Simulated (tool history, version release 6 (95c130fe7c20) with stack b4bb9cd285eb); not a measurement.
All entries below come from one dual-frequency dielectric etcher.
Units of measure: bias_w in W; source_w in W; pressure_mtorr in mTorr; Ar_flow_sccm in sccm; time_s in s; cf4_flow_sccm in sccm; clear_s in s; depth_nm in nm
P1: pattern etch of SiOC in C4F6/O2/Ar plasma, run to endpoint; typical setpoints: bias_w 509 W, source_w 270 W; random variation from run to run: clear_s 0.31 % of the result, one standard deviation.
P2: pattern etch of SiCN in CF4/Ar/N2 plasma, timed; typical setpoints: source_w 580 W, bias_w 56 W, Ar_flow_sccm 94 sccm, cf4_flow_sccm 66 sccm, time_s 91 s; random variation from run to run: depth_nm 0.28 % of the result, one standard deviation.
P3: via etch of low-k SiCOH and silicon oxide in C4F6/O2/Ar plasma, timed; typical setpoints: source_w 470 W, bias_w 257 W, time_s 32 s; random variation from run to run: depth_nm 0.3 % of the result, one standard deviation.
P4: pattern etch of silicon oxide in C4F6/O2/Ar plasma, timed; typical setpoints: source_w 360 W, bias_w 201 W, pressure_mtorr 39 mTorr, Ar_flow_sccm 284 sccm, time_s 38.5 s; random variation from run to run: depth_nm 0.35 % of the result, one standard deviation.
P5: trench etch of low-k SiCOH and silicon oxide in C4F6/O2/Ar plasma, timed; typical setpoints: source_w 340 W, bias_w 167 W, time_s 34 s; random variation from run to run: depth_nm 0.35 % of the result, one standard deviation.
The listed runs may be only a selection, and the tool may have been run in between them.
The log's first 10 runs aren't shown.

run,hour,process,bias_w,source_w,pressure_mtorr,Ar_flow_sccm,time_s,cf4_flow_sccm,hours since the last wet clean,hours since the last bias power generator calibration,hours since the last source power generator calibration,clear_s,depth_nm
11,39.5,P1,643,210,,,,,165,2202.4,1537,19.865,
12,42.6,P2,56,580,,94,134.5,66,168.1,2205.5,1540.1,,130.51
13,47.1,P4,201,360,39,284,21,,172.6,2210,1544.6,,64.702
14,49.7,P1,509,270,,,,,175.2,2212.6,1547.2,19.895,
15,53.2,P2,56,580,,94,91,66,178.7,2216.1,1550.7,,88.821
16,57.5,P3,257,470,,,18.5,,183,2220.4,1555,,51.713
17,59.8,P1,509,270,,,,,185.3,2222.7,1557.3,19.822,
18,64.1,P1,701,190,,,,,189.6,2227,1561.6,19.947,
19,67.5,P2,56,580,,94,91,89,193,2230.4,1565,,93.206
20,70.4,P4,201,240,39,284,38.5,,195.9,2233.3,1567.9,,101.39
21,74.9,P5,167,340,,,48,,200.4,2237.8,1572.4,,136.91
22,79.6,P2,44,580,,94,91,66,205.1,2242.5,1577.1,,82.072
23,82.2,P4,201,360,25.5,284,38.5,,207.7,2245.1,1579.7,,124.32
24,85,P5,167,340,,,34,,210.5,2247.9,1582.5,,96.624
25,89.4,P5,127,340,,,34,,214.9,2252.3,1586.9,,89.103
26,94.6,P3,318,470,,,32,,220.1,2257.5,1592.1,,96.17
27,98.4,P4,201,360,39,284,38.5,,223.9,2261.3,1595.9,,118.16
28,101.4,P3,257,470,,,32,,226.9,2264.3,1598.9,,88.955
29,104.5,P2,56,430,,94,91,66,230,2267.4,1602,,67.939
30,108.9,P4,201,360,39,395,38.5,,234.4,2271.8,1606.4,,114.37
31,113.6,P1,509,270,,,,,239.1,2276.5,1611.1,19.774,
32,117.5,P1,336,270,,,,,243,2280.4,1615,23.23,
33,122.8,P1,509,270,,,,,248.3,2285.7,1620.3,19.944,
34,128,P1,509,270,,,,,253.5,2290.9,1625.5,19.765,
35,132.7,P1,509,270,,,,,258.2,2295.6,1630.2,19.738,

For run 36, what comes out?
36,136.6,P1,509,270,,,,,262.1,2299.5,1634.1,?,

Logged for run 36: clear_s 19.514 s.
